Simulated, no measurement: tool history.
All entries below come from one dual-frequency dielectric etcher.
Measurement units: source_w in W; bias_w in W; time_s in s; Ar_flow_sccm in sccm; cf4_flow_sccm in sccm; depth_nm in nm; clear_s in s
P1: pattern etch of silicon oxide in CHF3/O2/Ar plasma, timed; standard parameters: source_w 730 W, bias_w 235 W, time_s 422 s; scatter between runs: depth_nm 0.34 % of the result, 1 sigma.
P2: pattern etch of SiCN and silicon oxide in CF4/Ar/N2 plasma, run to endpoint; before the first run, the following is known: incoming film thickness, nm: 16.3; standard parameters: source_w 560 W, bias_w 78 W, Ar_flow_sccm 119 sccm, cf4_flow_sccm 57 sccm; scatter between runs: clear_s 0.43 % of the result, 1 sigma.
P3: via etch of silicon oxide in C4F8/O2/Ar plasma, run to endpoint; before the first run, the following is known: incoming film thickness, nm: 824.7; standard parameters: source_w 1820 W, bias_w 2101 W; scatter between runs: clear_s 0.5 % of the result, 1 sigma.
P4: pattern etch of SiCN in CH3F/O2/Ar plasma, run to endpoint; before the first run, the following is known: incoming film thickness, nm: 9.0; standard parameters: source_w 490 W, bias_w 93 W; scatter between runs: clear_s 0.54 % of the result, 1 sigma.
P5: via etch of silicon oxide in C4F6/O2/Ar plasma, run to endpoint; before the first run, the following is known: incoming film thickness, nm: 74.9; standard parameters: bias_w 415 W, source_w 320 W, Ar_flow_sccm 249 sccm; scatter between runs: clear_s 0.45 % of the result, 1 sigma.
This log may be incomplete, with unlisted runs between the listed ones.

run   hour  process  source_w  bias_w  time_s  Ar_flow_sccm  cf4_flow_sccm  hours since the last wet clean  hours since the last source power generator calibration  hours since the last bias power generator calibration  depth_nm  clear_s
  1    6.5       P1       730     235     422                                                        184.5                                                   1195.6                                                  616.6     994.9
  2   18.9       P4       490      71                                                                196.9                                                     1208                                                    629             21.938
  3   31.3       P2       560      78                   119             57                           209.3                                                   1220.4                                                  641.4             15.822
  4     42       P1       950     235     422                                                          220                                                   1231.1                                                  652.1    1093.5
  5     50       P1       730     235     422                                                          228                                                   1239.1                                                  660.1    1002.7
  6   62.6       P1       730     235     600                                                        240.6                                                   1251.7                                                  672.7    1407.3
  7   70.8       P1       730     283     422                                                        248.8                                                   1259.9                                                  680.9      1069
  8   77.4       P1       940     235   577.5                                                        255.4                                                   1266.5                                                  687.5    1498.7
  9     85       P1       730     235     422                                                          263                                                   1274.1                                                  695.1    994.02
 10   98.4       P1       730     157     422                                                        276.4                                                   1287.5                                                  708.5    875.26
 11  105.7       P3      1820    2490                                                                283.7                                                   1294.8                                                  715.8             157.94
 12  111.6       P2       560      78                   151             57                           289.6                                                   1300.7                                                  721.7             16.279
 13  124.7       P5       320     415                   249                                          302.7                                                   1313.8                                                  734.8             18.414
 14  137.7       P5       240     415                   249                                          315.7                                                   1326.8                                                  747.8             20.375
 15  149.4       P3      1820    2101                                                                327.4                                                   1338.5                                                  759.5             163.49
 16  159.2       P5       320     415                   249                                          337.2                                                   1348.3                                                  769.3             18.333
 17  171.5       P3      1270    2101                                                                349.5                                                   1360.6                                                  781.6             191.42
 18  181.4       P2       560      78                   119             75                           359.4                                                   1370.5                                                  791.5             15.187
 19    195       P2       400      78                   119             57                             373                                                   1384.1                                                  805.1             21.319
 20  207.6       P5       320     307                   249                                          385.6                                                   1396.7                                                  817.7             20.583
 21  218.7       P1       730     235     422                                                        396.7                                                   1407.8                                                  828.8     996.7
 22    232       P1       730     235     422                                                          410                                                   1421.1                                                  842.1    995.46
 23  239.9       P4       490      93                                                                417.9                                                     1429                                                    850             20.009
 24  250.2       P1       530     235     422                                                        428.2                                                   1439.3                                                  860.3    883.61
 25  261.2       P2       560      51                   119             57                           439.2                                                   1450.3                                                  871.3             18.239
 26  268.4       P4       670      93                                                                446.4                                                   1457.5                                                  878.5             17.929
 27  275.3       P3      1820    2101                                                                453.3                                                   1464.4                                                  885.4             167.13
 28  288.7       P5       320     415                   318                                          466.7                                                   1477.8                                                  898.8             18.965
 29  302.1       P1       730     235   264.5                                                        480.1                                                   1491.2                                                  912.2     625.2
 30  311.4       P1       730     235     422                                                        489.4                                                   1500.5                                                  921.5    993.24
 31  323.2       P1       730     235     422                                                        501.2                                                   1512.3                                                  933.3    991.18
 32  333.2       P1       730     235     422                                                        511.2                                                   1522.3                                                  943.3    984.14
     337.2  -- wet clean of the chamber
 33  343.5       P1       730     235     422                                                          6.3                                                   1532.6                                                  953.6    984.28

Run 34 comes next. What will it give?
 34  355.4       P1       730     235     422                                                         18.2                                                   1544.5                                                  965.5         ?

{"run 34": {"depth_nm": 983.98}}

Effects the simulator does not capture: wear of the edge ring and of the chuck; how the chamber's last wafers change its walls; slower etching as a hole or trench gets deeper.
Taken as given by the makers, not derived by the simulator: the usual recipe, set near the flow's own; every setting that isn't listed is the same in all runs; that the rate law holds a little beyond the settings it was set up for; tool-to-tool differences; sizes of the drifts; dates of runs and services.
